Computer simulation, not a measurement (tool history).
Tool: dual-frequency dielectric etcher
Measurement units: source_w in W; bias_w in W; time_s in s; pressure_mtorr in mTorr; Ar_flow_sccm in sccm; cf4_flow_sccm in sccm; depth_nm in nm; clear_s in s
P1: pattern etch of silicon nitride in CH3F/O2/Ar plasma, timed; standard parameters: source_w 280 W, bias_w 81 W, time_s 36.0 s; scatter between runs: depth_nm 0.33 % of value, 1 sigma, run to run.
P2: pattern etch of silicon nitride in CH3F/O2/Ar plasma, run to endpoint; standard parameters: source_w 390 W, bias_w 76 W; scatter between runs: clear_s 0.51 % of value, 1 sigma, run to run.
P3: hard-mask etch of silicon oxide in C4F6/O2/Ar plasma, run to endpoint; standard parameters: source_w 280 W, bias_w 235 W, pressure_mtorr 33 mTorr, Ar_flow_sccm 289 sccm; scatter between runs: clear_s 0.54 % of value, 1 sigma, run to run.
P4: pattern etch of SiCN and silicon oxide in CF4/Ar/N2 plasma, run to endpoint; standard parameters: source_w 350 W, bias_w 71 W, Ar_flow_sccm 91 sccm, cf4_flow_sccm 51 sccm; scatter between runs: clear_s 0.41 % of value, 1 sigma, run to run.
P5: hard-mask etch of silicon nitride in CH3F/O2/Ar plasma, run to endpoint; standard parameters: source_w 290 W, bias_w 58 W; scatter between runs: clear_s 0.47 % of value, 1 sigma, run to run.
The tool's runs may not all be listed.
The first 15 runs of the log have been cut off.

run   hour  process  source_w  bias_w  time_s  pressure_mtorr  Ar_flow_sccm  cf4_flow_sccm  hours since the last wet clean  hours since the last source power generator calibration  hours since the last bias power generator calibration  depth_nm  clear_s
 16  178.1       P1       280      52    24.0                                                                        337.1                                                    745.4                                                 1142.1    12.966
 17  190.2       P5       170      58                                                                                349.2                                                    757.5                                                 1154.2             88.662
 18  206.7       P2       390      76                                                                                365.7                                                    774.0                                                 1170.7             35.161
 19  222.1       P1       400      81    36.0                                                                        381.1                                                    789.4                                                 1186.1    25.937
 20  238.0       P1       280      81    50.5                                                                        397.0                                                    805.3                                                 1202.0    31.749
 21  249.1       P1       280      48    36.0                                                                        408.1                                                    816.4                                                 1213.1    18.902
 22  258.0       P1       280      81    36.0                                                                        417.0                                                    825.3                                                 1222.0    22.576
 23  267.6       P3       280     281                      33           289                                          426.6                                                    834.9                                                 1231.6             89.340
 24  279.5       P1       340      56    36.0                                                                        438.5                                                    846.8                                                 1243.5    21.502
 25  292.5       P3       280     235                      42           289                                          451.5                                                    859.8                                                 1256.5             97.273
 26  304.1       P4       350      71                                    91             51                           463.1                                                    871.4                                                 1268.1             21.708
 27  316.6       P5       290      58                                                                                475.6                                                    883.9                                                 1280.6             72.281
 28  325.6       P4       350      71                                    91             38                           484.6                                                    892.9                                                 1289.6             22.771
 29  333.4       P1       280     100    36.0                                                                        492.4                                                    900.7                                                 1297.4    24.337
 30  349.1       P1       280      81    36.0                                                                        508.1                                                    916.4                                                 1313.1    22.622
 31  358.5       P2       550      76                                                                                517.5                                                    925.8                                                 1322.5             31.196
 32  368.8       P1       280      81    36.0                                                                        527.8                                                    936.1                                                 1332.8    22.483
 33  376.4       P1       280      81    36.0                                                                        535.4                                                    943.7                                                 1340.4    22.591

The next listed run, before its measurement:
 34  386.9       P1       280      81    36.0                                                                        545.9                                                    954.2                                                 1350.9         ?

depth_nm: 22.437 nm
